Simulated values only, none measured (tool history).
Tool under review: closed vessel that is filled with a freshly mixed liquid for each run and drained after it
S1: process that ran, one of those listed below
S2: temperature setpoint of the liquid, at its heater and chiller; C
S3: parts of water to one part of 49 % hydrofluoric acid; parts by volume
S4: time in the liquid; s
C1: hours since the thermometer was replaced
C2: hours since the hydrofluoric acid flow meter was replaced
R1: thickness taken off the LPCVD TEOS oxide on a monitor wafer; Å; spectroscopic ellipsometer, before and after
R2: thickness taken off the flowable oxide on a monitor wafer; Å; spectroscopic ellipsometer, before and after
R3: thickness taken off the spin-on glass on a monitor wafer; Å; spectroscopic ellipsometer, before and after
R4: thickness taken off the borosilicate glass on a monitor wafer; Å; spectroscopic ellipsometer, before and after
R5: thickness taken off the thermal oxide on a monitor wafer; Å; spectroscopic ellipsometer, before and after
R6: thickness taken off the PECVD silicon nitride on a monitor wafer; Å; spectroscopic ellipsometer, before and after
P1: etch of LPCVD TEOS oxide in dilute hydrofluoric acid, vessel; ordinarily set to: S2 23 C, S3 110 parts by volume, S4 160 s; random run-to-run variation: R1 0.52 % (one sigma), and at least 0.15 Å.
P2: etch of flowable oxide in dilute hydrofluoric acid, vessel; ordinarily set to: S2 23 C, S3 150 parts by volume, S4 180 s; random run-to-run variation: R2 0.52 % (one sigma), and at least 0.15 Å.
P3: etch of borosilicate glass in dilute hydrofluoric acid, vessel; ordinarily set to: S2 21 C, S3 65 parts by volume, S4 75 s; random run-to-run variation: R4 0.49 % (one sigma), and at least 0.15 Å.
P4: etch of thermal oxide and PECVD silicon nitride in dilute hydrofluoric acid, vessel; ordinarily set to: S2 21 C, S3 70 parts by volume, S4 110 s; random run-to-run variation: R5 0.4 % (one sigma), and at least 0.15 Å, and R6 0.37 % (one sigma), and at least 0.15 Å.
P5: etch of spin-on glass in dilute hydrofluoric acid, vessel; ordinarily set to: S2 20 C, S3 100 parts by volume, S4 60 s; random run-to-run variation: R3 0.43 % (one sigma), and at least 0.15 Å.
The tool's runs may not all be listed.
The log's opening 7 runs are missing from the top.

| run | hour | S1 | S2 | S3 | S4 | C1 | C2 | R1 | R2 | R3 | R4 | R5 | R6 |
|---|---|---|---|---|---|---|---|---|---|---|---|---|---|
| 8 | 69.1 | P3 | 29 | 65 | 75 | 1595.1 | 415.4 |  |  |  | 406.36 |  |  |
| 9 | 79.8 | P5 | 25 | 100 | 60 | 1605.8 | 426.1 |  |  | 270.92 |  |  |  |
| 10 | 85.5 | P5 | 20 | 100 | 60 | 1611.5 | 431.8 |  |  | 222.13 |  |  |  |
|  | 90.9 | hydrofluoric acid flow meter replaced |
| 11 | 95.7 | P4 | 17 | 70 | 110 | 1621.7 | 4.8 |  |  |  |  | 54.167 | 55.363 |
| 12 | 103.6 | P1 | 28.5 | 110 | 160 | 1629.6 | 12.7 | 294.66 |  |  |  |  |  |
| 13 | 115.3 | P1 | 23 | 25 | 160 | 1641.3 | 24.4 | 1169.6 |  |  |  |  |  |
| 14 | 126 | P1 | 23 | 110 | 245 | 1652 | 35.1 | 365.8 |  |  |  |  |  |
| 15 | 136.2 | P3 | 21 | 105 | 75 | 1662.2 | 45.3 |  |  |  | 173.09 |  |  |
| 16 | 143.1 | P1 | 23 | 110 | 160 | 1669.1 | 52.2 | 238.13 |  |  |  |  |  |
| 17 | 154.6 | P1 | 23 | 110 | 30 | 1680.6 | 63.7 | 45.02 |  |  |  |  |  |
| 18 | 163.4 | P4 | 21 | 70 | 110 | 1689.4 | 72.5 |  |  |  |  | 64.115 | 72.858 |
| 19 | 172.8 | P1 | 23 | 110 | 160 | 1698.8 | 81.9 | 237.76 |  |  |  |  |  |
| 20 | 184.2 | P3 | 21 | 65 | 135 | 1710.2 | 93.3 |  |  |  | 520.41 |  |  |
| 21 | 195.5 | P5 | 20 | 60 | 60 | 1721.5 | 104.6 |  |  | 383.18 |  |  |  |
| 22 | 202.5 | P3 | 21 | 65 | 75 | 1728.5 | 111.6 |  |  |  | 293.44 |  |  |
| 23 | 214 | P4 | 21 | 70 | 110 | 1740 | 123.1 |  |  |  |  | 63.947 | 72.847 |
| 24 | 225.5 | P1 | 23 | 175 | 160 | 1751.5 | 134.6 | 138.85 |  |  |  |  |  |
| 25 | 235.9 | P2 | 23 | 25 | 180 | 1761.9 | 145 |  | 2164.9 |  |  |  |  |
| 26 | 242.8 | P1 | 23 | 110 | 160 | 1768.8 | 151.9 | 240.53 |  |  |  |  |  |
| 27 | 253.5 | P2 | 23 | 150 | 180 | 1779.5 | 162.6 |  | 308.26 |  |  |  |  |
| 28 | 258.8 | P4 | 21 | 125 | 110 | 1784.8 | 167.9 |  |  |  |  | 33.7 | 41.695 |
| 29 | 269.6 | P3 | 21 | 65 | 75 | 1795.6 | 178.7 |  |  |  | 290.7 |  |  |
| 30 | 278.1 | P1 | 23 | 110 | 160 | 1804.1 | 187.2 | 239.55 |  |  |  |  |  |

Run 31, settings as shown, results not yet in. Your forecast:
| 31 | 284 | P5 | 20 | 100 | 60 | 1810 | 193.1 |  |  | ? |  |  |  |

For run 31 the tool returned R3 218.82 Å.

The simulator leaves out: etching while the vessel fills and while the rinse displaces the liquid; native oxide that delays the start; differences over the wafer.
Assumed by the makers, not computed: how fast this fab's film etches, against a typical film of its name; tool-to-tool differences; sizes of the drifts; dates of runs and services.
